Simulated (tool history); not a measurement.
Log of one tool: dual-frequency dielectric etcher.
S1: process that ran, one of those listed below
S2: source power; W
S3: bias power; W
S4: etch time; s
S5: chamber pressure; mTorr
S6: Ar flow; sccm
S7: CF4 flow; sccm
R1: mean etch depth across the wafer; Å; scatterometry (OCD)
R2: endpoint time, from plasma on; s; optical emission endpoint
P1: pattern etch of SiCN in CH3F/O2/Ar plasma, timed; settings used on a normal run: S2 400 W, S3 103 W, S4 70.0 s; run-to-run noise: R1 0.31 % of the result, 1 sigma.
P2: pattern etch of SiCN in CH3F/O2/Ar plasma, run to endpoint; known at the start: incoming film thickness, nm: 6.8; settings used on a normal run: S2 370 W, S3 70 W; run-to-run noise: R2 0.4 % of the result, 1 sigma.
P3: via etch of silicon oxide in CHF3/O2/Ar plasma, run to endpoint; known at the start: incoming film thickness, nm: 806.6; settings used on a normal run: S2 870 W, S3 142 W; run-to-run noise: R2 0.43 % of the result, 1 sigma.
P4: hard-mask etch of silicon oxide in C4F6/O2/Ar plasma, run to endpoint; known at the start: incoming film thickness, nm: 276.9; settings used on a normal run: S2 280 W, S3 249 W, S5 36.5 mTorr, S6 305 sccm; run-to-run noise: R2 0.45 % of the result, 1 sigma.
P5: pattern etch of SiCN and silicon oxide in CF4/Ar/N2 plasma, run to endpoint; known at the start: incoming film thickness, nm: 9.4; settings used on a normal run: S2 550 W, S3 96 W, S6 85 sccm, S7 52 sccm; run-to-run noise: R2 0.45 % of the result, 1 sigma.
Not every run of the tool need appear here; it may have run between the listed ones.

{"run": 1, "hour": 15.6, "S1": "P1", "S2": 400, "S3": 103, "S4": 70.0, "R1": 291.45}
{"run": 2, "hour": 29.2, "S1": "P4", "S2": 280, "S3": 164, "S5": 36.5, "S6": 305, "R2": 101.4}
{"run": 3, "hour": 44.4, "S1": "P3", "S2": 870, "S3": 88, "R2": 443.81}
{"run": 4, "hour": 58.3, "S1": "P4", "S2": 280, "S3": 249, "S5": 36.5, "S6": 432, "R2": 92.207}
{"run": 5, "hour": 72.1, "S1": "P2", "S2": 270, "S3": 70, "R2": 21.256}
{"run": 6, "hour": 83.9, "S1": "P1", "S2": 400, "S3": 103, "S4": 70.0, "R1": 291.06}
{"run": 7, "hour": 91.8, "S1": "P5", "S2": 650, "S3": 96, "S6": 85, "S7": 52, "R2": 7.4255}
{"run": 8, "hour": 107.2, "S1": "P1", "S2": 400, "S3": 103, "S4": 70.0, "R1": 290.69}
{"run": 9, "hour": 118.0, "S1": "P1", "S2": 400, "S3": 138, "S4": 97.0, "R1": 452.68}
{"run": 10, "hour": 130.3, "S1": "P1", "S2": 400, "S3": 103, "S4": 70.0, "R1": 290.79}
{"run": 11, "hour": 138.5, "S1": "P2", "S2": 370, "S3": 97, "R2": 16.803}
{"run": 12, "hour": 147.1, "S1": "P3", "S2": 510, "S3": 142, "R2": 471.45}
{"run": 13, "hour": 162.3, "S1": "P5", "S2": 550, "S3": 96, "S6": 85, "S7": 40, "R2": 8.8747}
{"run": 14, "hour": 176.0, "S1": "P1", "S2": 400, "S3": 138, "S4": 41.5, "R1": 193.65}
{"run": 15, "hour": 188.3, "S1": "P4", "S2": 280, "S3": 249, "S5": 36.5, "S6": 305, "R2": 88.59}
{"run": 16, "hour": 201.1, "S1": "P5", "S2": 550, "S3": 123, "S6": 85, "S7": 52, "R2": 7.8283}
{"run": 17, "hour": 213.2, "S1": "P4", "S2": 380, "S3": 249, "S5": 36.5, "S6": 305, "R2": 78.667}
{"run": 18, "hour": 229.5, "S1": "P1", "S2": 550, "S3": 126, "S4": 70.0, "R1": 354.11}
{"run": 19, "hour": 245.0, "S1": "P1", "S2": 250, "S3": 103, "S4": 70.0, "R1": 246.29}
{"run": 20, "hour": 258.0, "S1": "P4", "S2": 280, "S3": 249, "S5": 48.0, "S6": 305, "R2": 90.941}
{"run": 21, "hour": 272.5, "S1": "P1", "S2": 400, "S3": 134, "S4": 70.0, "R1": 321.8}
{"run": 22, "hour": 280.6, "S1": "P3", "S2": 870, "S3": 142, "R2": 386.87}
{"run": 23, "hour": 289.2, "S1": "P1", "S2": 400, "S3": 103, "S4": 70.0, "R1": 291.87}
{"run": 24, "hour": 298.6, "S1": "P1", "S2": 400, "S3": 80, "S4": 70.0, "R1": 264.97}

Expected results for the next run?
{"run": 25, "hour": 311.3, "S1": "P5", "S2": 550, "S3": 96, "S6": 118, "S7": 52, "R2": "?"}

Run 25 produced R2 9.0200 s.
